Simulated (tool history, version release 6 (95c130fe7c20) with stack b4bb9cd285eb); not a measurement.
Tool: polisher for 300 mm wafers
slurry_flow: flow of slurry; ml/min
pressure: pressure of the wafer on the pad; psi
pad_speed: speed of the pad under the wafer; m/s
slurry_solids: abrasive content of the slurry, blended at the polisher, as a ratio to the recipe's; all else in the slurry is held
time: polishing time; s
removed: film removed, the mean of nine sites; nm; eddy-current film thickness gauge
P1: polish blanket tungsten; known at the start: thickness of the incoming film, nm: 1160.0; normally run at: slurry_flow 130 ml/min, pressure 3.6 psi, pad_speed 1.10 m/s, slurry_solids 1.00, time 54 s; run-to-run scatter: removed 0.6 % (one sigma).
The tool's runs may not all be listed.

run	hour	slurry_flow	pressure	pad_speed	slurry_solids	time	removed
1	11.5	130	3.6	1.10	1.00	54	253.98
2	23.1	130	3.6	1.10	1.00	54	256.89
3	35.0	130	3.6	1.10	1.00	30	141.79
4	50.3	130	3.6	1.10	1.45	40	207.49
5	67.9	85	3.6	1.10	1.00	37	157.42
6	81.1	130	3.6	1.68	1.00	54	395.82
7	89.8	130	3.6	1.10	1.00	54	254.68
8	106.0	130	3.6	0.58	1.00	54	135.56
# hour 110.2: slurry tank refilled with fresh slurry and peroxide
9	122.2	130	3.6	1.10	1.00	54	255.19
10	136.0	130	3.6	1.10	1.00	54	255.19
11	149.2	80	3.6	1.10	1.00	54	224.62
# hour 155.1: head pressure recalibrated
12	164.7	130	5.3	1.10	1.00	54	376.60
13	178.4	130	3.6	1.10	1.25	54	268.40
14	194.2	205	3.6	1.10	1.00	54	277.07
15	210.2	130	3.6	1.10	1.00	54	254.63
16	226.9	130	3.6	1.10	1.00	70	332.19
17	238.9	130	3.6	1.10	1.00	54	253.91
18	253.2	130	2.6	1.10	1.00	54	182.88
19	263.3	130	3.6	1.10	0.75	54	239.01
20	273.9	130	3.6	1.10	1.00	54	254.65
21	287.0	130	3.6	1.10	1.00	54	245.08
22	298.4	130	3.6	1.10	1.00	54	242.58
23	309.8	130	3.6	1.10	1.00	54	238.64
24	326.2	130	3.6	1.10	1.00	54	232.61
# hour 330.0: slurry blender recalibrated
25	338.1	130	3.6	1.10	1.00	54	230.23
26	348.7	130	3.6	1.10	1.00	54	229.39
# hour 354.1: head pressure recalibrated
27	357.2	130	3.6	1.10	1.00	54	226.40
# hour 370.5: slurry tank refilled with fresh slurry and peroxide
28	373.0	130	3.6	1.10	1.00	54	226.81
29	386.0	130	3.6	1.10	1.00	54	226.83
30	394.6	130	3.6	1.10	1.00	54	225.26
31	404.0	130	3.6	1.10	1.00	54	224.29

What P1 gives has crept away from where it was. These 2 causes fit the log equally well, each at the size given:
A: slurry flow missing at the pad, % = 38.7
B: removal rate lost through wear of the pad, % = 11.4
The creep began at about hour 273.9.
Why every other cause is out:
head's pressure below its setpoint, %: serviced at hour 354.1, which brought nothing back
abrasive missing from the slurry, %: serviced at hour 330.0, which brought nothing back
peroxide lost from the slurry, %: serviced at hour 370.5, which brought nothing back

4 check runs are offered, one wafer each, their results left as question marks. Which one tells the causes apart?
check 1	413.4	130	3.6	1.10	1.00	32	?
check 2	413.4	80	3.6	1.62	1.00	54	?
check 3	413.4	130	3.6	1.64	1.00	54	?
check 4	413.4	130	3.6	0.82	1.00	54	?

What each check would give under each cause:
check	result	if A	if B
check 1	removed	133.82	133.85
check 2	removed	277.29	295.00
check 3	removed	336.67	336.75
check 4	removed	168.33	168.37
How far apart the two closest causes lie, in the result that separates them most: check 1 0.02 %; check 2 6.19 %; check 3 0.02 %; check 4 0.02 %
Check 2 tells the causes apart: in the others they would give nearly the same result.

Check 2 was then run and gave: removed 276.91 nm. Which cause is it?

It is A: slurry flow missing at the pad, %.

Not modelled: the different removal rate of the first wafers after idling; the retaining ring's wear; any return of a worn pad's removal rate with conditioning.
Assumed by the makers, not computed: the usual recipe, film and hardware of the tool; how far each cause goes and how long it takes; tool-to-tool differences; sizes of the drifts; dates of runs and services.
